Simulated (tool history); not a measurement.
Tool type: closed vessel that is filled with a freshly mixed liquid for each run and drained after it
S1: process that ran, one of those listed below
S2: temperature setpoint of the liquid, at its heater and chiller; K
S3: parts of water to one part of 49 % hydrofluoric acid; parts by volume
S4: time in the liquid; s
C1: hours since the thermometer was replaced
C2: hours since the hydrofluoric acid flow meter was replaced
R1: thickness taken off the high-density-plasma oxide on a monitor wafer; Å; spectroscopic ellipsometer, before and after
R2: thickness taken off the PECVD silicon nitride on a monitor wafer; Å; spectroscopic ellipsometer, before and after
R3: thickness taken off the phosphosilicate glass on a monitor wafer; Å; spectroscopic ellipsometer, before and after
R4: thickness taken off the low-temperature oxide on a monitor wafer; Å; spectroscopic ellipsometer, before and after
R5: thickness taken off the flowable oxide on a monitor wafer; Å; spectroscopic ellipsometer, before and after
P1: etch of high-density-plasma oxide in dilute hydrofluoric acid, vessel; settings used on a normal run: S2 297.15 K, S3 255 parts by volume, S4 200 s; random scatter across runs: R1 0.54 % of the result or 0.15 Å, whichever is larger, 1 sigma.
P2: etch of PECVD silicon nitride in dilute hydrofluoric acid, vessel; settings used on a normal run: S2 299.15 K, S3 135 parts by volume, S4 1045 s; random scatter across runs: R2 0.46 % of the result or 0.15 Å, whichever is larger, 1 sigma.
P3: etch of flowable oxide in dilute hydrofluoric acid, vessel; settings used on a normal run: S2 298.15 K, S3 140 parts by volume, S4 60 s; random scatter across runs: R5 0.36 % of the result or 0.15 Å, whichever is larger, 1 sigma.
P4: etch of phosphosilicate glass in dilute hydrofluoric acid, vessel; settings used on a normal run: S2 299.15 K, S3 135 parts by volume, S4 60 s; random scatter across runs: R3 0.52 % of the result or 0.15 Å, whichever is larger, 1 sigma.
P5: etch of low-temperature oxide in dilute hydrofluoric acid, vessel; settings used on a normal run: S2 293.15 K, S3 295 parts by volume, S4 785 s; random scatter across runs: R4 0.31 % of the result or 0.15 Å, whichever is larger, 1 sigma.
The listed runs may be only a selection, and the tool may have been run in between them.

run,day,S1,S2,S3,S4,C1,C2,R1,R2,R3,R4,R5
1,0.325,P1,297.15,255,200,1013.6,721.1,44.662,,,,
2,0.612,P2,299.15,45,1045,1020.5,728.0,,667.50,,,
3,0.975,P2,299.15,135,1835,1029.2,736.7,,389.44,,,
4,1.433,P4,306.65,135,60,1040.2,747.7,,,865.16,,
5,1.883,P5,290.15,295,785,1051.0,758.5,,,,374.02,
6,2.162,P4,299.15,135,115,1057.7,765.2,,,1269.80,,
7,2.467,P1,290.15,140,200,1065.0,772.5,68.394,,,,
8,2.725,P4,299.15,135,60,1071.2,778.7,,,655.09,,
9,3.038,P1,297.15,255,200,1078.7,786.2,43.951,,,,
10,3.246,P1,297.15,425,200,1083.7,791.2,22.516,,,,
11,3.600,P1,297.15,255,200,1092.2,799.7,44.501,,,,
12,4.008,P5,293.15,295,785,1102.0,809.5,,,,417.54,
13,4.242,P1,303.65,255,200,1107.6,815.1,55.229,,,,
14,4.688,P2,299.15,135,1045,1118.3,825.8,,222.09,,,
15,4.946,P1,297.15,255,200,1124.5,832.0,44.258,,,,
16,5.396,P1,297.15,255,200,1135.3,842.8,44.164,,,,
17,5.696,P1,297.15,255,365,1142.5,850.0,81.008,,,,
18,6.108,P5,293.15,295,325,1152.4,859.9,,,,174.22,
19,6.475,P1,297.15,145,200,1161.2,868.7,87.331,,,,
20,6.762,P1,297.15,255,90,1168.1,875.6,19.871,,,,
21,6.996,P3,298.15,140,60,1173.7,881.2,,,,,131.000
22,7.300,P1,297.15,390,90,1181.0,888.5,11.503,,,,
23,7.625,P4,299.15,135,60,1188.8,896.3,,,655.02,,
24,8.025,P5,293.15,525,785,1198.4,905.9,,,,195.46,
25,8.267,P1,290.15,255,200,1204.2,911.7,33.988,,,,
26,8.592,P3,298.15,140,30,1212.0,919.5,,,,,66.083
27,8.879,P2,299.15,135,1045,1218.9,926.4,,220.56,,,
28,9.096,P1,297.15,255,200,1224.1,931.6,44.210,,,,
29,9.421,P3,293.15,140,60,1231.9,939.4,,,,,108.210
30,9.792,P2,306.65,135,1045,1240.8,948.3,,356.30,,,
31,10.238,P4,299.15,25,60,1251.5,959.0,,,4074.30,,
32,10.450,P3,298.15,235,60,1256.6,964.1,,,,,70.049
33,10.817,P1,302.65,255,60,1265.4,972.9,15.928,,,,
34,11.088,P1,297.15,255,200,1271.9,979.4,43.870,,,,

Expected results for the next run?
35,11.533,P1,297.15,255,200,1282.6,990.1,?,,,,

R1: 42.391 Å

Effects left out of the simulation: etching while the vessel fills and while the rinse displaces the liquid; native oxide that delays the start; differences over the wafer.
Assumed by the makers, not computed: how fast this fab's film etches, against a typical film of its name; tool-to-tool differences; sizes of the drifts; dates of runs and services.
